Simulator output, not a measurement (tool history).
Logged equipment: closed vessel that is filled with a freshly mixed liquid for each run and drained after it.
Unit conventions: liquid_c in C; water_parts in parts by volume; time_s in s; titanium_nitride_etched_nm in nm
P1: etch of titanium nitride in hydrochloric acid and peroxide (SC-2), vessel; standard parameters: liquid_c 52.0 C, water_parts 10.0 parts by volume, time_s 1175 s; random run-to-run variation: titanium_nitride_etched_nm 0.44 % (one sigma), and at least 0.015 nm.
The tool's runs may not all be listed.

| run | hour | liquid_c | water_parts | time_s | titanium_nitride_etched_nm |
|---|---|---|---|---|---|
| 1 | 3.9 | 52.0 | 10.0 | 1175 | 39.206 |
| 2 | 8.5 | 52.0 | 10.0 | 1175 | 39.348 |
| 3 | 12.9 | 52.0 | 10.0 | 335 | 11.134 |
| 4 | 19.7 | 52.0 | 10.0 | 1175 | 39.483 |
| 5 | 25.8 | 52.0 | 15.5 | 1175 | 26.992 |
| 6 | 30.9 | 58.5 | 10.0 | 1930 | 98.772 |
| 7 | 35.9 | 52.0 | 4.0 | 1175 | 78.956 |
| 8 | 39.5 | 68.0 | 10.0 | 1175 | 108.080 |
| 9 | 43.7 | 52.0 | 10.0 | 2230 | 75.158 |
| 10 | 51.2 | 36.5 | 10.0 | 1175 | 13.551 |
| 11 | 56.2 | 52.0 | 10.0 | 1175 | 39.411 |
| 12 | 63.5 | 52.0 | 10.0 | 1175 | 39.389 |
| 13 | 67.5 | 52.0 | 10.0 | 1175 | 39.507 |
| 14 | 71.1 | 52.0 | 10.0 | 1175 | 39.649 |
| 15 | 75.5 | 52.0 | 10.0 | 1175 | 40.647 |
| 16 | 80.0 | 52.0 | 10.0 | 1175 | 41.040 |
| 17 | 84.2 | 52.0 | 10.0 | 1175 | 41.640 |
| 18 | 88.7 | 52.0 | 10.0 | 1175 | 42.557 |
| 19 | 93.2 | 52.0 | 10.0 | 1175 | 42.682 |
| 20 | 99.1 | 52.0 | 10.0 | 1175 | 42.985 |
| 21 | 104.9 | 52.0 | 10.0 | 1175 | 42.800 |
| 22 | 108.4 | 52.0 | 10.0 | 1175 | 42.960 |
| 23 | 115.8 | 52.0 | 10.0 | 1175 | 43.097 |
| 24 | 123.6 | 52.0 | 10.0 | 1175 | 43.330 |

What P1 gives has crept off from where it sat before. The 2 causes that follow fit the log equally well, each at the size noted:
A: liquid hotter than its thermometer reads (K) = 1.39
B: chemicals flow above the setpoint (%) = 11.7
The process output started creeping at around hour 71.1.
All other causes, with the reason each is excluded:
peroxide weaker than its label (%): at most 8, which would move titanium_nitride_etched_nm by -7.4 %: too little, or the wrong way

You are offered 4 check runs, listed below with question marks in place of their results; each one averages 2 wafers. Which run separates the listed causes by giving clearly different results for each?
| check 1 | 131.4 | 37.5 | 15.0 | 1175 | ? |
| check 2 | 131.4 | 66.5 | 6.5 | 1175 | ? |
| check 3 | 131.4 | 40.5 | 10.0 | 2145 | ? |
| check 4 | 131.4 | 41.5 | 4.0 | 1175 | ? |

How each check would come out, cause by cause:
| check | result | if A | if B |
|---|---|---|---|
| check 1 | titanium_nitride_etched_nm | 11.325 | 11.292 |
| check 2 | titanium_nitride_etched_nm | 151.040 | 151.030 |
| check 3 | titanium_nitride_etched_nm | 36.221 | 35.981 |
| check 4 | titanium_nitride_etched_nm | 42.558 | 41.510 |
Distance between the nearest two causes, measured in the result of the check that separates them most: check 1 0.29 %; check 2 0 %; check 3 0.67 %; check 4 2.49 %
The other checks would show nearly matching results whichever cause is true, so check 4 is the only one that separates the causes.

Here is what check 4 returned: titanium_nitride_etched_nm 42.748 nm. Which cause is it?

It was cause A: liquid hotter than its thermometer reads (K).
